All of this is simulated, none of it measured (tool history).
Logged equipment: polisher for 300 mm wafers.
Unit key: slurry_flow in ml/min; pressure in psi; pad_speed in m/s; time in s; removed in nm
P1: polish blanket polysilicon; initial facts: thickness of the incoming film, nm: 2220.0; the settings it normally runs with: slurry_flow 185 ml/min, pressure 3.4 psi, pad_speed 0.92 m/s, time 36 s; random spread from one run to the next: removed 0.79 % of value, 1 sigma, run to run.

| run | day | slurry_flow | pressure | pad_speed | time | wafers polished on this pad | hours since the slurry nozzle was cleaned | hours since the head pressure was calibrated | removed |
|---|---|---|---|---|---|---|---|---|---|
| 1 | 0.521 | 185 | 3.4 | 0.92 | 36 | 421 | 120.1 | 89.9 | 304.65 |
| 2 | 0.904 | 260 | 3.4 | 0.92 | 36 | 492 | 129.3 | 99.1 | 318.45 |
| 3 | 1.208 | 185 | 3.4 | 0.92 | 36 | 549 | 136.6 | 106.4 | 301.85 |
| 4 | 1.696 | 110 | 3.4 | 0.46 | 36 | 640 | 148.3 | 118.1 | 137.92 |
| 5 | 2.117 | 185 | 3.4 | 0.92 | 36 | 718 | 158.4 | 128.2 | 302.31 |
| 6 | 2.521 | 185 | 3.4 | 0.92 | 36 | 793 | 168.1 | 137.9 | 308.29 |
| 7 | 3.162 | 185 | 4.7 | 0.92 | 36 | 913 | 183.5 | 153.3 | 421.5 |
| 8 | 3.771 | 185 | 3.4 | 1.38 | 36 | 1027 | 198.1 | 167.9 | 450.79 |
| 9 | 4.062 | 110 | 3.4 | 0.92 | 36 | 1081 | 205.1 | 174.9 | 278.92 |
| 10 | 4.671 | 185 | 1.5 | 0.92 | 36 | 1194 | 219.7 | 189.5 | 132.87 |
| 11 | 5.058 | 185 | 3.4 | 0.44 | 36 | 1267 | 229 | 198.8 | 146.04 |
| 12 | 5.621 | 185 | 3.4 | 0.92 | 24 | 1371 | 242.5 | 212.3 | 200.99 |
| 13 | 5.958 | 185 | 3.4 | 0.92 | 36 | 1434 | 250.6 | 220.4 | 299.91 |
| 14 | 6.471 | 185 | 3.4 | 0.92 | 36 | 1530 | 262.9 | 232.7 | 302.7 |
| 15 | 6.975 | 185 | 3.4 | 0.92 | 47 | 1624 | 275 | 244.8 | 390.09 |
| 16 | 7.412 | 185 | 3.4 | 0.92 | 36 | 1706 | 285.5 | 255.3 | 302.21 |
| 17 | 7.738 | 185 | 3.4 | 0.92 | 36 | 1766 | 293.3 | 263.1 | 296.62 |
| 18 | 8.379 | 185 | 3.4 | 0.92 | 36 | 1886 | 308.7 | 278.5 | 286.34 |
| 19 | 8.662 | 185 | 3.4 | 0.92 | 36 | 1939 | 315.5 | 285.3 | 288.6 |
| 20 | 9.288 | 185 | 3.4 | 0.92 | 36 | 2055 | 330.5 | 300.3 | 281.19 |
| 21 | 9.846 | 185 | 3.4 | 0.92 | 36 | 2159 | 343.9 | 313.7 | 284.76 |
| 22 | 10.133 | 185 | 3.4 | 0.92 | 36 | 2213 | 350.8 | 320.6 | 283.16 |
| 23 | 10.438 | 185 | 3.4 | 0.92 | 36 | 2269 | 358.1 | 327.9 | 282.82 |
|  | 10.629 | head pressure recalibrated |
| 24 | 10.867 | 185 | 3.4 | 0.92 | 36 | 2350 | 368.4 | 5.8 | 279.96 |
| 25 | 11.225 | 185 | 3.4 | 0.92 | 36 | 2416 | 377 | 14.4 | 278.15 |
| 26 | 11.704 | 185 | 3.4 | 0.92 | 36 | 2506 | 388.5 | 25.9 | 279.98 |

What P1 gives has crept off from where it sat before. The 2 causes that follow fit the log equally well, each at the size noted:
A: removal rate lost through wear of the pad, % = 7.61
B: slurry flow missing at the pad, % = 36
The onset of the drift is placed at about day 7.412.
All other causes, with the reason each is excluded:
head's pressure below its setpoint, %: serviced at day 10.629, which brought nothing back

Of the 4 check runs below, each run on 2 wafers with the results averaged and each result still a question mark, which one would tell the listed causes apart?
| check 1 | 12.183 | 110 | 3.4 | 0.92 | 36 |  |  |  | ? |
| check 2 | 12.183 | 185 | 1.8 | 0.92 | 36 |  |  |  | ? |
| check 3 | 12.183 | 185 | 4.2 | 0.92 | 36 |  |  |  | ? |
| check 4 | 12.183 | 185 | 3.4 | 1.24 | 36 |  |  |  | ? |

If the cause were each of the candidates in turn, the checks would give the following:
| check | result | if A | if B |
|---|---|---|---|
| check 1 | removed | 254.47 | 242.83 |
| check 2 | removed | 148.24 | 148.23 |
| check 3 | removed | 345.9 | 345.88 |
| check 4 | removed | 377.41 | 377.39 |
Distance between the nearest two causes, measured in the result of the check that separates them most: check 1 4.68 %; check 2 0.01 %; check 3 0.01 %; check 4 0.01 %
Only check 1 tells the causes apart: in the others they would give nearly the same result.

Check 1 has now been run. It gave: removed 252.47 nm. Which of the candidate causes is it?

A is the cause: removal rate lost through wear of the pad, %.
